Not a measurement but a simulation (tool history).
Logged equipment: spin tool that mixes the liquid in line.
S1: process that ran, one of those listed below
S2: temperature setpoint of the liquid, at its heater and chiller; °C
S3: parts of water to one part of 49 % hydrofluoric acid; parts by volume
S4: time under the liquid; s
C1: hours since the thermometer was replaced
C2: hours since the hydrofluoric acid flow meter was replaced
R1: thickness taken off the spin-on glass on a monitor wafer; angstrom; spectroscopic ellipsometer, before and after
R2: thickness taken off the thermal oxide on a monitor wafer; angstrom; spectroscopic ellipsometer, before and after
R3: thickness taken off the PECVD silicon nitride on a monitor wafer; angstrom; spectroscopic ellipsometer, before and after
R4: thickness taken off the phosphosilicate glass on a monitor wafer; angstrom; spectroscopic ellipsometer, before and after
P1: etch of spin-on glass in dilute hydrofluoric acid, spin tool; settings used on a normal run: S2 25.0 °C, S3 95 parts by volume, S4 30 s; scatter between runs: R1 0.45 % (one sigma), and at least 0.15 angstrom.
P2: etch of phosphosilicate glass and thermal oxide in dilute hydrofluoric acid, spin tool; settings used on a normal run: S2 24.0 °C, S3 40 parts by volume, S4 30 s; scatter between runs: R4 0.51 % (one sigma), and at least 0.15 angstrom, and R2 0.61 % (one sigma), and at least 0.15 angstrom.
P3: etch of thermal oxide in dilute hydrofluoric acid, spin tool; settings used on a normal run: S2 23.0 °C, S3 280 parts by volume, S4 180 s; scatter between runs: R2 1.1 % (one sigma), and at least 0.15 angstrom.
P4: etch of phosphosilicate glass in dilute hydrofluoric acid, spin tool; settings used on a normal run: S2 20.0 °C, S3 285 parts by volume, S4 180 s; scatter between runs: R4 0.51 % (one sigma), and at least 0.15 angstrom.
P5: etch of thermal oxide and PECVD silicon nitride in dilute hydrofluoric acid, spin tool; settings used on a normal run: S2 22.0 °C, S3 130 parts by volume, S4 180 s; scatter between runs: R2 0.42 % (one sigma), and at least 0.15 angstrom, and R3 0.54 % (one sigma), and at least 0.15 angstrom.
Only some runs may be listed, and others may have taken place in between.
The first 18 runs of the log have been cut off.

run,day,S1,S2,S3,S4,C1,C2,R1,R2,R3,R4
19,4.575,P1,21.5,95,15,1283.4,1767.5,38.808,,,
20,4.742,P2,24.0,40,30,1287.4,1771.5,,37.2790,,602.75
21,5.004,P3,17.0,280,180,1293.7,1777.8,,19.7720,,
22,5.258,P4,17.0,285,180,1299.8,1783.9,,,,239.58
23,5.400,P1,21.0,95,50,1303.2,1787.3,126.550,,,
24,5.683,P3,23.0,280,180,1310.0,1794.1,,24.7220,,
25,5.979,P5,22.0,130,180,1317.1,1801.2,,61.5600,69.502,
26,6.217,P4,20.0,285,180,1322.8,1806.9,,,,268.13
27,6.500,P3,23.0,165,180,1329.6,1813.7,,47.4290,,
28,6.671,P1,25.0,20,30,1333.7,1817.8,474.960,,,
29,6.954,P3,23.0,280,180,1340.5,1824.6,,25.1160,,
30,7.254,P1,30.0,95,30,1347.7,1831.8,108.730,,,

For run 31, what comes out?
31,7.404,P1,18.5,95,30,1351.3,1835.4,?,,,

{"run 31": {"R1": 68.681}}
